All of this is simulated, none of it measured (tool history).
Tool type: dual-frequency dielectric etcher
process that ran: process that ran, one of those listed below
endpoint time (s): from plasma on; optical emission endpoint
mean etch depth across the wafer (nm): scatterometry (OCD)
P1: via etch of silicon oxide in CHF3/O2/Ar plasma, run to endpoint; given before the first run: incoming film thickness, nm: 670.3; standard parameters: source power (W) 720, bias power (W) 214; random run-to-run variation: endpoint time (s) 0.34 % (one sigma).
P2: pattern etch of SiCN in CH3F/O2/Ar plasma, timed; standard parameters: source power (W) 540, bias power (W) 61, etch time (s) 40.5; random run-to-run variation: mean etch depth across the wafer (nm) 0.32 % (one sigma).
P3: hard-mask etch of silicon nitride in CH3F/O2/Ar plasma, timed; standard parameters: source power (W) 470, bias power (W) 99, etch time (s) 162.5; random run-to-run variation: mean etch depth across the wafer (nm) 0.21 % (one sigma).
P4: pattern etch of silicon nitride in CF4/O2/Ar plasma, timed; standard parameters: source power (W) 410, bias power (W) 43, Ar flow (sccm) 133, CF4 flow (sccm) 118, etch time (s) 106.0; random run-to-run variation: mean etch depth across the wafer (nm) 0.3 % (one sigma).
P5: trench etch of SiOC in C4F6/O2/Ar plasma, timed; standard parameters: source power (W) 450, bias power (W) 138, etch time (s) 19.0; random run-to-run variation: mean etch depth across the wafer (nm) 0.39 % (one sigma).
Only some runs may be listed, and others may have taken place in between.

run,hour,process that ran,source power (W),bias power (W),etch time (s),Ar flow (sccm),CF4 flow (sccm),hours since the last wet clean,hours since the last source power generator calibration,hours since the last bias power generator calibration,endpoint time (s),mean etch depth across the wafer (nm)
1,12.4,P1,720,214,,,,328.6,1642.4,1331.6,301.96,
2,23.8,P5,450,170,19.0,,,340.0,1653.8,1343.0,,39.096
3,30.1,P4,410,43,106.0,89,118,346.3,1660.1,1349.3,,162.650
4,40.2,P1,530,274,,,,356.4,1670.2,1359.4,310.93,
5,54.7,P4,410,54,106.0,133,118,370.9,1684.7,1373.9,,167.950
6,66.3,P1,720,214,,,,382.5,1696.3,1385.5,301.08,
7,79.4,P1,720,214,,,,395.6,1709.4,1398.6,301.38,
8,91.4,P2,540,45,40.5,,,407.6,1721.4,1410.6,,14.457
9,100.3,P3,470,99,162.5,,,416.5,1730.3,1419.5,,133.720
10,108.3,P1,720,257,,,,424.5,1738.3,1427.5,283.13,
11,117.7,P2,540,61,53.0,,,433.9,1747.7,1436.9,,20.877
12,130.8,P3,470,66,162.5,,,447.0,1760.8,1450.0,,115.920
13,142.7,P5,450,138,24.5,,,458.9,1772.7,1461.9,,47.735
14,157.3,P2,540,61,40.5,,,473.5,1787.3,1476.5,,15.907
15,169.9,P3,310,99,162.5,,,486.1,1799.9,1489.1,,115.130
16,183.3,P4,320,43,106.0,133,118,499.5,1813.3,1502.5,,125.520
17,190.4,P1,910,214,,,,506.6,1820.4,1509.6,278.41,
18,199.0,P1,430,214,,,,515.2,1829.0,1518.2,366.36,
19,212.9,P3,470,99,126.0,,,529.1,1842.9,1532.1,,103.370
20,227.2,P1,720,214,,,,543.4,1857.2,1546.4,302.83,
21,241.5,P1,720,137,,,,557.7,1871.5,1560.7,349.56,
22,254.3,P1,720,214,,,,570.5,1884.3,1573.5,302.00,
23,261.8,P1,490,273,,,,578.0,1891.8,1581.0,320.04,
24,276.2,P4,410,43,106.0,133,118,592.4,1906.2,1595.4,,154.580
25,283.3,P4,410,43,106.0,133,118,599.5,1913.3,1602.5,,154.190
26,296.6,P1,550,260,,,,612.8,1926.6,1615.8,312.49,
27,307.2,P2,540,61,40.5,,,623.4,1937.2,1626.4,,15.916
28,314.1,P4,410,43,106.0,133,89,630.3,1944.1,1633.3,,148.750
29,323.0,P2,720,61,40.5,,,639.2,1953.0,1642.2,,17.767
30,335.2,P5,450,138,19.0,,,651.4,1965.2,1654.4,,36.660
31,344.2,P5,590,138,19.0,,,660.4,1974.2,1663.4,,40.878
32,358.1,P4,410,43,150.0,133,118,674.3,1988.1,1677.3,,219.920
33,367.1,P1,720,214,,,,683.3,1997.1,1686.3,301.03,
34,379.9,P1,720,214,,,,696.1,2009.9,1699.1,305.12,
35,387.6,P1,720,214,,,,703.8,2017.6,1706.8,305.84,
36,396.6,P1,720,214,,,,712.8,2026.6,1715.8,306.16,
37,403.5,P1,720,214,,,,719.7,2033.5,1722.7,308.05,
38,412.4,P1,720,214,,,,728.6,2042.4,1731.6,307.62,
# hour 414.7: wet clean of the chamber
39,427.0,P1,720,214,,,,12.4,2057.0,1746.2,307.11,
40,435.0,P1,720,214,,,,20.4,2065.0,1754.2,305.25,
41,442.6,P1,720,214,,,,28.0,2072.6,1761.8,306.42,
42,450.0,P1,720,214,,,,35.4,2080.0,1769.2,307.30,
43,464.4,P1,720,214,,,,49.8,2094.4,1783.6,307.25,

The log shows P1 creeping away from where it was. Any of the 2 causes listed here, at the size stated for it, fits the log just as well as the others:
A: source power that arrives under what is set, % = 4.4
B: bias power that arrives under what is set, % = 4.88
The onset of the drift is placed at about hour 367.1.
Why every other cause is out:
chamber walls in a state that lowers the etch rate, %: was serviced at hour 414.7, once the creep was under way, yet the earlier output never came back

4 check runs are offered, each on 2 wafers whose results are averaged, their results left as question marks. Which one tells the causes apart?
check 1,478.8,P4,410,43,106.0,133,118,,,,,?
check 2,478.8,P2,540,61,40.5,,,,,,,?
check 3,478.8,P3,470,99,162.5,,,,,,,?
check 4,478.8,P5,450,138,19.0,,,,,,,?

What each check would give under each cause:
check,result,if A,if B
check 1,mean etch depth across the wafer (nm),149.110,152.220
check 2,mean etch depth across the wafer (nm),15.703,15.714
check 3,mean etch depth across the wafer (nm),131.460,131.290
check 4,mean etch depth across the wafer (nm),36.115,36.231
Per-check spread between the two closest causes, in the result where they differ most: check 1 2.06 %; check 2 0.07 %; check 3 0.13 %; check 4 0.32 %
Only in check 1 would the causes give clearly different results; in the remaining checks their results would be nearly the same.

With check 1 done, the readings were: mean etch depth across the wafer (nm) 151.860. Identify which of the listed causes applies.

It was cause B: bias power that arrives under what is set, %.
